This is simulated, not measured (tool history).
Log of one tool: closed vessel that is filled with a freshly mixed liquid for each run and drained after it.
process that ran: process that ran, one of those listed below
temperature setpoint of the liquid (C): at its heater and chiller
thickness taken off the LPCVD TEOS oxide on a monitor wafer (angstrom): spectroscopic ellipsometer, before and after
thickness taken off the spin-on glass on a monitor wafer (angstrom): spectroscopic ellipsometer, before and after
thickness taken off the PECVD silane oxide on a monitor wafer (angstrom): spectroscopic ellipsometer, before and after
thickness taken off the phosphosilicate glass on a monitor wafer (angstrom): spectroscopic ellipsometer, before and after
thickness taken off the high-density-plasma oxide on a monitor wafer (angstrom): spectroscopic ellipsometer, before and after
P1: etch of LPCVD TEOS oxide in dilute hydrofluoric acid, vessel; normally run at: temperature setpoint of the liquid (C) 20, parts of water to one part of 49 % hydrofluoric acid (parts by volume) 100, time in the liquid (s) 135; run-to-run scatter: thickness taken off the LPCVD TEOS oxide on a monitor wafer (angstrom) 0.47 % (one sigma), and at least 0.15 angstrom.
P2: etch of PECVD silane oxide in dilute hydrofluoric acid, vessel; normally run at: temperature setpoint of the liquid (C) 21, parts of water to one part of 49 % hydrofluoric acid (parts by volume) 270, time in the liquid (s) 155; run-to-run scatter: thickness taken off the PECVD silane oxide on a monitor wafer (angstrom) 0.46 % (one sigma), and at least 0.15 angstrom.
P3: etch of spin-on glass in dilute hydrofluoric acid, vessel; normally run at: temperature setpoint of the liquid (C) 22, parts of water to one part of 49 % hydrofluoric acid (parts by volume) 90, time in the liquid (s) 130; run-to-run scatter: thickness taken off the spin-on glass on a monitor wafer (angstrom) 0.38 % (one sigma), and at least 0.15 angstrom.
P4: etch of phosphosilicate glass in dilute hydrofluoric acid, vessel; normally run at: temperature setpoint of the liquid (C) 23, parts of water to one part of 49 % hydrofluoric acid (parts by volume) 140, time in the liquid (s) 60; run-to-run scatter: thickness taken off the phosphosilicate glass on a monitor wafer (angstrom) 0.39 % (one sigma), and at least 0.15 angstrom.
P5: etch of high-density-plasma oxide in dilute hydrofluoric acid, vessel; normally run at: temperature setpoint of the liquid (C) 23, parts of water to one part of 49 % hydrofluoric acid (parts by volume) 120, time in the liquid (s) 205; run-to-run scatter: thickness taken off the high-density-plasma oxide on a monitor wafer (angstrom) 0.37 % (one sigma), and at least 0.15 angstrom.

run   hour  process that ran  temperature setpoint of the liquid (C)  parts of water to one part of 49 % hydrofluoric acid (parts by volume)  time in the liquid (s)  thickness taken off the LPCVD TEOS oxide on a monitor wafer (angstrom)  thickness taken off the spin-on glass on a monitor wafer (angstrom)  thickness taken off the PECVD silane oxide on a monitor wafer (angstrom)  thickness taken off the phosphosilicate glass on a monitor wafer (angstrom)  thickness taken off the high-density-plasma oxide on a monitor wafer (angstrom)
  1    9.9                P1                                      20                                                                     100                     135                                                                  526.17
  2   20.1                P3                                      22                                                                     145                     130                                                                                                                                       275.39
  3   33.5                P1                                      20                                                                     100                     135                                                                  526.03
  4   50.3                P2                                      21                                                                     270                     155                                                                                                                                                                                                                 218.63
  5   65.4                P4                                      23                                                                     140                      60                                                                                                                                                                                                                                                                                              399.77
  6   83.5                P1                                      20                                                                     100                     135                                                                  529.88
  7     97                P1                                      20                                                                     100                     135                                                                  525.03
  8  112.3                P1                                      20                                                                     100                      30                                                                  117.72
  9  131.2                P2                                      21                                                                     475                     155                                                                                                                                                                                                                 103.93
 10  143.9                P2                                      21                                                                     270                     155                                                                                                                                                                                                                 218.18
 11  162.4                P5                                      18                                                                     120                     205                                                                                                                                                                                                                                                                                                                                                                                  122
 12  170.6                P3                                      22                                                                      90                     130                                                                                                                                        475.6
 13  183.4                P5                                      23                                                                     195                     205                                                                                                                                                                                                                                                                                                                                                                               84.923
 14  197.5                P1                                    24.5                                                                     100                     135                                                                  636.02
 15  206.4                P1                                      17                                                                     165                     135                                                                  265.55
 16  220.6                P2                                      21                                                                     270                     315                                                                                                                                                                                                                 448.17
 17  232.5                P1                                      20                                                                     100                     135                                                                  529.81
 18  241.3                P1                                      20                                                                     165                      30                                                                  66.692
 19  260.1                P1                                      20                                                                     100                     215                                                                  843.76
 20    272                P1                                      17                                                                     100                     135                                                                  462.41
 21  285.2                P1                                      20                                                                     100                     135                                                                  528.59
 22  299.6                P4                                      30                                                                     140                      60                                                                                                                                                                                                                                                                                              520.77
 23  316.6                P4                                      23                                                                      45                      60                                                                                                                                                                                                                                                                                                1394
 24  325.5                P5                                      23                                                                     120                     205                                                                                                                                                                                                                                                                                                                                                                               150.42
 25  341.3                P1                                      20                                                                     150                     135                                                                  333.75
 26  355.5                P2                                    29.5                                                                     270                     155                                                                                                                                                                                                                 293.93
 27  367.6                P5                                      23                                                                     120                     335                                                                                                                                                                                                                                                                                                                                                                               244.81
 28  379.8                P3                                      17                                                                      90                     130                                                                                                                                       388.86
 29  393.3                P4                                      23                                                                     140                      95                                                                                                                                                                                                                                                                                              631.74
 30  410.2                P1                                      20                                                                      25                     135                                                                  2323.6
 31    422                P3                                      22                                                                      90                     260                                                                                                                                       957.11
 32    433                P1                                      20                                                                     100                     135                                                                  528.05
 33  451.1                P1                                      20                                                                     100                     135                                                                  510.72
 34  468.5                P1                                      20                                                                     100                     135                                                                  504.85
 35  483.9                P1                                      20                                                                     100                     135                                                                  496.13
 36  495.4                P1                                      20                                                                     100                     135                                                                  491.76
 37  504.6                P1                                      20                                                                     100                     135                                                                  492.37
 38  514.6                P1                                      20                                                                     100                     135                                                                  485.84
 39  526.9                P1                                      20                                                                     100                     135                                                                   484.7
 40    545                P1                                      20                                                                     100                     135                                                                  482.71
 41    562                P1                                      20                                                                     100                     135                                                                  483.14
 42  573.7                P1                                      20                                                                     100                     135                                                                  485.43
 43  591.5                P1                                      20                                                                     100                     135                                                                  481.58

What P1 gives has crept away from where it was. These 2 causes fit the log equally well, each at the size given:
A: liquid colder than its thermometer reads (K) = 2.12
B: hydrofluoric acid flow below the setpoint (%) = 7.56
The creep began at about hour 433.

4 check runs are offered, each on 2 wafers whose results are averaged, their results left as question marks. Which one tells the causes apart?
check 1  609.3                P2                                      29                                                                     270                     305                                                                                                                                                                                                                      ?
check 2  609.3                P4                                    26.5                                                                      55                      60                                                                                                                                                                                                                                                                                                   ?
check 3  609.3                P5                                    18.5                                                                     120                     290                                                                                                                                                                                                                                                                                                                                                                                    ?
check 4  609.3                P3                                      17                                                                      90                     255                                                                                                                                            ?

What each check would give under each cause:
  check                                                                           result    if A    if B
check 1         thickness taken off the PECVD silane oxide on a monitor wafer (angstrom)  529.88   513.5
check 2      thickness taken off the phosphosilicate glass on a monitor wafer (angstrom)  1188.9  1190.1
check 3  thickness taken off the high-density-plasma oxide on a monitor wafer (angstrom)  162.18  162.07
check 4              thickness taken off the spin-on glass on a monitor wafer (angstrom)  692.87  695.97
How far apart the two closest causes lie, in the result that separates them most: check 1 3.14 %; check 2 0.1 %; check 3 0.07 %; check 4 0.45 %
Only check 1 tells the causes apart: in the others they would give nearly the same result.

Then check 1 was run and gave: thickness taken off the PECVD silane oxide on a monitor wafer (angstrom) 530.09. Which cause is it?

It is A: liquid colder than its thermometer reads (K).
